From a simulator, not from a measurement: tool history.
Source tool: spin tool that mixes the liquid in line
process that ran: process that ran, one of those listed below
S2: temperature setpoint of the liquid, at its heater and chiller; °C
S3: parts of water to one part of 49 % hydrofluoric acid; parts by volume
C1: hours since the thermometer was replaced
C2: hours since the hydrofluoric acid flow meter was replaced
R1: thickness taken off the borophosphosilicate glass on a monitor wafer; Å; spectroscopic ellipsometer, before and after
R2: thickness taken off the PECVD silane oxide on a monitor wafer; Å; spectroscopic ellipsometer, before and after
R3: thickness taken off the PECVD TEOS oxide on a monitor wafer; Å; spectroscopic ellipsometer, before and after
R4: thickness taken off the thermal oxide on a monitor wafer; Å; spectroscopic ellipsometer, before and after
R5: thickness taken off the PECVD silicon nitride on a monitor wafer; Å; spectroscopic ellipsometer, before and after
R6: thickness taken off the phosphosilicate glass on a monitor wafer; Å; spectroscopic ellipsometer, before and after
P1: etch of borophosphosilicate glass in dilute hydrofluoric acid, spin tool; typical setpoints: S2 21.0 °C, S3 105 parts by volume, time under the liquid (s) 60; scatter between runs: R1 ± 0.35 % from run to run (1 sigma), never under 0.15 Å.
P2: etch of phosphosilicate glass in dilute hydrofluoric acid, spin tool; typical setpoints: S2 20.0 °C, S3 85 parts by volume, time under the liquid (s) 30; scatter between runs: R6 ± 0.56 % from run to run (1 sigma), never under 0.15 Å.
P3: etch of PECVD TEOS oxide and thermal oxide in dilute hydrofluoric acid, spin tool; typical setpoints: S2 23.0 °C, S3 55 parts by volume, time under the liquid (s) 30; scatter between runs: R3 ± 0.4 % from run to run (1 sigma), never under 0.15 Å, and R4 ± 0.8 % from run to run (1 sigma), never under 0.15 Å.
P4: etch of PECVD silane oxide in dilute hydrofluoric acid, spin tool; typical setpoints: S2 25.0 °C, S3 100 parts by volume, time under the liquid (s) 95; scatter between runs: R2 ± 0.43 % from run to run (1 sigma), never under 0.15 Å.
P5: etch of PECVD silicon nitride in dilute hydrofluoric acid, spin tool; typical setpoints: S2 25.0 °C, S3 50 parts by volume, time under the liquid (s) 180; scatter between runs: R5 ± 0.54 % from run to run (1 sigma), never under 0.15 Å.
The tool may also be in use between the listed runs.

Run 1, hour 12.7: process that ran P1, S2 21.0 °C, S3 105 parts by volume, time under the liquid (s) 60; C1 140.5; C2 845.3. Result: R1 151.550 Å.
Run 2, hour 29.3: process that ran P4, S2 25.0 °C, S3 40 parts by volume, time under the liquid (s) 95; C1 157.1; C2 861.9. Result: R2 677.06 Å.
Run 3, hour 45.2: process that ran P1, S2 21.0 °C, S3 105 parts by volume, time under the liquid (s) 60; C1 173.0; C2 877.8. Result: R1 149.920 Å.
Run 4, hour 57.0: process that ran P3, S2 23.0 °C, S3 100 parts by volume, time under the liquid (s) 30; C1 184.8; C2 889.6. Result: R3 71.334 Å, R4 13.052 Å.
Run 5, hour 65.3: process that ran P3, S2 23.0 °C, S3 55 parts by volume, time under the liquid (s) 30; C1 193.1; C2 897.9. Result: R3 137.290 Å, R4 25.314 Å.
Run 6, hour 78.1: process that ran P1, S2 26.0 °C, S3 105 parts by volume, time under the liquid (s) 60; C1 205.9; C2 910.7. Result: R1 183.390 Å.
Run 7, hour 87.4: process that ran P4, S2 29.5 °C, S3 100 parts by volume, time under the liquid (s) 95; C1 215.2; C2 920.0. Result: R2 298.30 Å.
Run 8, hour 103.0: process that ran P1, S2 21.0 °C, S3 105 parts by volume, time under the liquid (s) 25; C1 230.8; C2 935.6. Result: R1 62.899 Å.
Run 9, hour 111.0: process that ran P1, S2 21.0 °C, S3 50 parts by volume, time under the liquid (s) 95; C1 238.8; C2 943.6. Result: R1 533.110 Å.
Run 10, hour 122.0: process that ran P5, S2 25.0 °C, S3 30 parts by volume, time under the liquid (s) 180; C1 249.8; C2 954.6. Result: R5 108.210 Å.
Run 11, hour 132.5: process that ran P1, S2 21.0 °C, S3 155 parts by volume, time under the liquid (s) 85; C1 260.3; C2 965.1. Result: R1 136.730 Å.
Run 12, hour 142.1: process that ran P1, S2 21.0 °C, S3 105 parts by volume, time under the liquid (s) 60; C1 269.9; C2 974.7. Result: R1 151.360 Å.
Run 13, hour 150.9: process that ran P1, S2 21.0 °C, S3 105 parts by volume, time under the liquid (s) 95; C1 278.7; C2 983.5. Result: R1 238.190 Å.
At hour 155.8: thermometer replaced.
Run 14, hour 159.9: process that ran P5, S2 25.0 °C, S3 50 parts by volume, time under the liquid (s) 180; C1 4.1; C2 992.5. Result: R5 65.591 Å.
Run 15, hour 171.5: process that ran P3, S2 23.0 °C, S3 55 parts by volume, time under the liquid (s) 60; C1 15.7; C2 1004.1. Result: R3 276.150 Å, R4 50.199 Å.
Run 16, hour 179.1: process that ran P2, S2 20.0 °C, S3 85 parts by volume, time under the liquid (s) 15; C1 23.3; C2 1011.7. Result: R6 198.33 Å.
Run 17, hour 188.7: process that ran P1, S2 21.0 °C, S3 105 parts by volume, time under the liquid (s) 60; C1 32.9; C2 1021.3. Result: R1 150.410 Å.
Run 18, hour 201.5: process that ran P2, S2 20.0 °C, S3 145 parts by volume, time under the liquid (s) 30; C1 45.7; C2 1034.1. Result: R6 221.27 Å.
Run 19, hour 217.9: process that ran P1, S2 21.0 °C, S3 185 parts by volume, time under the liquid (s) 60; C1 62.1; C2 1050.5. Result: R1 78.421 Å.
Run 20, hour 225.7: process that ran P1, S2 21.0 °C, S3 30 parts by volume, time under the liquid (s) 60; C1 69.9; C2 1058.3. Result: R1 578.890 Å.
Run 21, hour 236.6: process that ran P2, S2 28.0 °C, S3 85 parts by volume, time under the liquid (s) 30; C1 80.8; C2 1069.2. Result: R6 554.35 Å.
Run 22, hour 245.9: process that ran P3, S2 18.0 °C, S3 55 parts by volume, time under the liquid (s) 30; C1 90.1; C2 1078.5. Result: R3 111.670 Å, R4 20.398 Å.
Run 23, hour 259.6: process that ran P4, S2 25.0 °C, S3 100 parts by volume, time under the liquid (s) 150; C1 103.8; C2 1092.2. Result: R2 393.95 Å.
Run 24, hour 272.2: process that ran P5, S2 18.5 °C, S3 50 parts by volume, time under the liquid (s) 180; C1 116.4; C2 1104.8. Result: R5 42.411 Å.
Run 25, hour 285.4: process that ran P1, S2 17.0 °C, S3 105 parts by volume, time under the liquid (s) 60; C1 129.6; C2 1118.0. Result: R1 127.640 Å.
Run 26, hour 300.4: process that ran P1, S2 17.0 °C, S3 105 parts by volume, time under the liquid (s) 30; C1 144.6; C2 1133.0. Result: R1 64.127 Å.
Run 27, hour 308.9: process that ran P4, S2 25.0 °C, S3 100 parts by volume, time under the liquid (s) 95; C1 153.1; C2 1141.5. Result: R2 247.07 Å.
Run 28, hour 318.5: process that ran P2, S2 20.0 °C, S3 85 parts by volume, time under the liquid (s) 30; C1 162.7; C2 1151.1. Result: R6 401.36 Å.
Run 29, hour 333.1: process that ran P1, S2 21.0 °C, S3 105 parts by volume, time under the liquid (s) 60; C1 177.3; C2 1165.7. Result: R1 151.810 Å.
Run 30, hour 347.1: process that ran P1, S2 21.0 °C, S3 105 parts by volume, time under the liquid (s) 60; C1 191.3; C2 1179.7. Result: R1 150.150 Å.
Run 31, hour 360.8: process that ran P5, S2 25.0 °C, S3 50 parts by volume, time under the liquid (s) 350; C1 205.0; C2 1193.4. Result: R5 127.880 Å.
Run 32, hour 372.0: process that ran P1, S2 21.0 °C, S3 105 parts by volume, time under the liquid (s) 60; C1 216.2; C2 1204.6. Result: R1 149.700 Å.
Run 33, hour 385.5: process that ran P1, S2 21.0 °C, S3 105 parts by volume, time under the liquid (s) 60; C1 229.7; C2 1218.1. Result: R1 145.610 Å.
Run 34, hour 400.4: process that ran P1, S2 21.0 °C, S3 105 parts by volume, time under the liquid (s) 60; C1 244.6; C2 1233.0. Result: R1 144.560 Å.
Run 35, hour 409.7: process that ran P1, S2 21.0 °C, S3 105 parts by volume, time under the liquid (s) 60; C1 253.9; C2 1242.3. Result: R1 143.730 Å.
Run 36, hour 417.5: process that ran P1, S2 21.0 °C, S3 105 parts by volume, time under the liquid (s) 60; C1 261.7; C2 1250.1. Result: R1 142.620 Å.
Run 37, hour 428.0: process that ran P1, S2 21.0 °C, S3 105 parts by volume, time under the liquid (s) 60; C1 272.2; C2 1260.6. Result: R1 142.950 Å.
Run 38, hour 441.4: process that ran P1, S2 21.0 °C, S3 105 parts by volume, time under the liquid (s) 60; C1 285.6; C2 1274.0. Result: R1 142.730 Å.
Run 39, hour 452.5: process that ran P1, S2 21.0 °C, S3 105 parts by volume, time under the liquid (s) 60; C1 296.7; C2 1285.1. Result: R1 142.050 Å.

The output of P1 has drifted from where it used to be. Each of the 2 causes below, taken at the size shown beside it, accounts for the log equally well:
A: liquid colder than its thermometer reads (K) = 1.41
B: hydrofluoric acid flow below the setpoint (%) = 4.97
The onset of the drift is placed at about hour 372.0.

Which of the 4 check runs listed below separates the causes, so that each cause would produce a clearly different result? Each run uses one wafer, and its results are marked with question marks.
Run check 1, hour 463.6: process that ran P5, S2 25.0 °C, S3 50 parts by volume, time under the liquid (s) 180. Result: R5 ?.
Run check 2, hour 463.6: process that ran P4, S2 25.0 °C, S3 100 parts by volume, time under the liquid (s) 95. Result: R2 ?.
Run check 3, hour 463.6: process that ran P3, S2 23.0 °C, S3 55 parts by volume, time under the liquid (s) 30. Result: R3 ?, R4 ?.
Run check 4, hour 463.6: process that ran P2, S2 20.0 °C, S3 85 parts by volume, time under the liquid (s) 30. Result: R6 ?.

Expected result of each check under each candidate cause:
  check  result     if A     if B
check 1      R5   59.862   62.616
check 2      R2   236.75   236.32
check 3      R3  130.080  130.590
check 3      R4   23.529   23.620
check 4      R6   376.63   377.67
Per check, the gap between the least separated pair of causes, taken in the result that splits them most: check 1 4.5 %; check 2 0.18 %; check 3 0.39 %; check 4 0.27 %
Check 1 distinguishes between the causes, while the remaining checks would return nearly the same result for all of them.

Then check 1 was run and gave: R5 62.539 Å. Which cause is it?

The cause is B: hydrofluoric acid flow below the setpoint (%).
